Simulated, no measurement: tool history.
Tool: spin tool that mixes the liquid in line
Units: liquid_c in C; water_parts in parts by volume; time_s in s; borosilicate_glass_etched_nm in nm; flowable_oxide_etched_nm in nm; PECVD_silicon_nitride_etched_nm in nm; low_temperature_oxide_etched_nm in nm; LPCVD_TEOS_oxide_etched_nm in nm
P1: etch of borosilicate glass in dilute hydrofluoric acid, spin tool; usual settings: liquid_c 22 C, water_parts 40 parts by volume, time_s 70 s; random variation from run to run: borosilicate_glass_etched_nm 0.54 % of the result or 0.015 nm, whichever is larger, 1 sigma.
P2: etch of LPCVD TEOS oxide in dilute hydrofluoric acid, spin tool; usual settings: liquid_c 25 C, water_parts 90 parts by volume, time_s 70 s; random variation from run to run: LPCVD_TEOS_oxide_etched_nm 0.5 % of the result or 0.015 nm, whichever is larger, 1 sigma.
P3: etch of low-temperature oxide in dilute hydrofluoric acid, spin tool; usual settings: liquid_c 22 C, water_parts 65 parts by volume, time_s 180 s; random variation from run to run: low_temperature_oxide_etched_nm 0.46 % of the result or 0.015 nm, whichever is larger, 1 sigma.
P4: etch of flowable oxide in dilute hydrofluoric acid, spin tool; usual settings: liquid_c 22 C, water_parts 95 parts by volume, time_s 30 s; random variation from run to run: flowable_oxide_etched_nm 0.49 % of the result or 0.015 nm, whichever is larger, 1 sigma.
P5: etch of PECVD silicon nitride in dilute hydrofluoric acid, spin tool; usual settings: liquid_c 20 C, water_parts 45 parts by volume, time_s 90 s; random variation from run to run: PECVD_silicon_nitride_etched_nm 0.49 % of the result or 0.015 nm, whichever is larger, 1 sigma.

run	hour	process	liquid_c	water_parts	time_s	hours since the thermometer was replaced	hours since the hydrofluoric acid flow meter was replaced	borosilicate_glass_etched_nm	flowable_oxide_etched_nm	PECVD_silicon_nitride_etched_nm	low_temperature_oxide_etched_nm	LPCVD_TEOS_oxide_etched_nm
1	4.8	P1	22	40	70	72	349.6	37.961				
2	11.1	P1	22	40	70	78.3	355.9	37.538				
3	16.1	P1	22	40	40	83.3	360.9	21.656				
4	23.1	P1	22	40	70	90.3	367.9	37.803				
5	26.9	P1	26	55	70	94.1	371.7	32.054				
6	31.2	P4	22	135	30	98.4	376		8.9097			
7	38.9	P4	22	95	30	106.1	383.7		13.19			
8	46.2	P5	20	45	15	113.4	391			1.0496		
9	51	P1	22	40	100	118.2	395.8	54.26				
10	55	P3	22	65	65	122.2	399.8				11.146	
11	62.4	P1	22	40	70	129.6	407.2	37.805				
12	66.3	P1	22	65	70	133.5	411.1	22.339				
13	72.7	P2	25	20	70	139.9	417.5					136.07
14	77.5	P1	17	40	70	144.7	422.3	30.498				
15	84.4	P1	22	20	70	151.6	429.2	77.841				
16	89.6	P1	26	40	70	156.8	434.4	44.931				
17	94.2	P3	26.5	65	180	161.4	439				36.929	
18	101.1	P2	25	90	15	168.3	445.9					5.7937
19	106.5	P3	22	65	180	173.7	451.3				30.709	
20	112.6	P5	17	45	90	179.8	457.4			5.0628		
21	120.4	P5	20	45	90	187.6	465.2			6.2363		
22	127.4	P5	20	60	90	194.6	472.2			4.7229		
23	135.3	P1	22	40	70	202.5	480.1	38.421				
24	141.5	P1	22	40	70	208.7	486.3	38.088				
25	146.3	P4	17	95	30	213.5	491.1		10.743			
26	152.7	P1	17	20	70	219.9	497.5	62.095				
27	159.2	P4	22	95	60	226.4	504		26.196			
28	162.8	P5	20	45	90	230	507.6			6.3114		
29	169.8	P3	22	90	180	237	514.6				21.327	
30	176.6	P2	25	90	70	243.8	521.4					26.986
31	180.8	P2	19	90	70	248	525.6					21.304
32	184.9	P1	22	40	70	252.1	529.7	37.874				
33	193.2	P1	22	40	70	260.4	538	36.414				
34	197.1	P1	22	40	70	264.3	541.9	36.439				
35	202.3	P1	22	40	70	269.5	547.1	35.612				
36	209.2	P1	22	40	70	276.4	554	35.167				
37	213.1	P1	22	40	70	280.3	557.9	35.163				
38	221.1	P1	22	40	70	288.3	565.9	35.44				
39	227.9	P1	22	40	70	295.1	572.7	34.983				
40	235.4	P1	22	40	70	302.6	580.2	34.748				

What P1 gives has crept away from where it was. These 2 causes fit the log equally well, each at the size given:
A: liquid colder than its thermometer reads (K) = 1.83
B: hydrofluoric acid flow below the setpoint (%) = 7.1
The creep began at about hour 184.9.

4 check runs are offered, one wafer each, their results left as question marks. Which one tells the causes apart?
check 1	242.9	P3	22	65	180						?	
check 2	242.9	P4	22	95	30				?			
check 3	242.9	P2	25	90	70							?
check 4	242.9	P5	20	45	90					?		

What each check would give under each cause:
check	result	if A	if B
check 1	low_temperature_oxide_etched_nm	28.334	28.233
check 2	flowable_oxide_etched_nm	12.283	12.192
check 3	LPCVD_TEOS_oxide_etched_nm	25.418	25.18
check 4	PECVD_silicon_nitride_etched_nm	5.5067	5.828
How far apart the two closest causes lie, in the result that separates them most: check 1 0.36 %; check 2 0.75 %; check 3 0.94 %; check 4 5.67 %
Only check 4 tells the causes apart: in the others they would give nearly the same result.

Check 4 was then run and gave: PECVD_silicon_nitride_etched_nm 5.4761 nm. Which cause is it?

It is A: liquid colder than its thermometer reads (K).
